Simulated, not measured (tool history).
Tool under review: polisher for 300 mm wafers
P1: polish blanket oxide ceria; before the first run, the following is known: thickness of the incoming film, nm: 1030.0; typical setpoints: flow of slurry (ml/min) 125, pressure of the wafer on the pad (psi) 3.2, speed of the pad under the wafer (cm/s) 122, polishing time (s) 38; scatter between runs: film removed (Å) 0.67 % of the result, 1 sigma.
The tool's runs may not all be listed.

run,hour,flow of slurry (ml/min),pressure of the wafer on the pad (psi),speed of the pad under the wafer (cm/s),polishing time (s),wafers polished on this pad,hours since the slurry nozzle was cleaned,hours since the head pressure was calibrated,film removed (Å)
1,13.3,125,3.2,122,38,873,421.7,194.6,1902.9
2,29.7,125,3.2,122,38,1038,438.1,211,1920.5
3,46.9,125,4,122,38,1210,455.3,228.2,2371.8
4,63.7,125,3.2,122,38,1379,472.1,245,1891.1
5,73.1,125,3.2,122,38,1473,481.5,254.4,1907.8
6,82.6,125,3.2,122,24,1569,491,263.9,1202.9
7,95.8,95,3.2,122,38,1701,504.2,277.1,1781
8,108.6,125,1.5,122,38,1830,517,289.9,898.4
9,125,125,2,122,27,1994,533.4,306.3,850.92
10,141.3,125,3.2,70,38,2158,549.7,322.6,1106.9
11,158.8,165,3.2,122,38,2334,567.2,340.1,2010.1
12,166.6,125,3.2,122,38,2412,575,347.9,1891.1
13,182,125,3.2,122,38,2567,590.4,363.3,1926
14,191.2,125,3.2,178,38,2659,599.6,372.5,2796.4
# hour 201.8: worn pad replaced by a new one
15,207.8,125,3.2,122,38,60,616.2,389.1,1916.2
16,223.2,125,3.2,122,59,214,631.6,404.5,2999.4
17,240.1,125,3.2,122,38,384,648.5,421.4,1923.6
18,256.2,125,3.2,122,38,546,664.6,437.5,1842.3
19,264.8,125,3.2,122,38,632,673.2,446.1,1813.7
20,277.1,125,3.2,122,38,755,685.5,458.4,1767.8
# hour 284.9: worn pad replaced by a new one
21,294.6,125,3.2,122,38,98,703,475.9,1757.3
22,311.5,125,3.2,122,38,267,719.9,492.8,1771

Run 23, settings as shown, results not yet in. Your forecast:
23,320.6,125,3.2,122,38,359,729,501.9,?

Logged for run 23: film removed (Å) 1740.
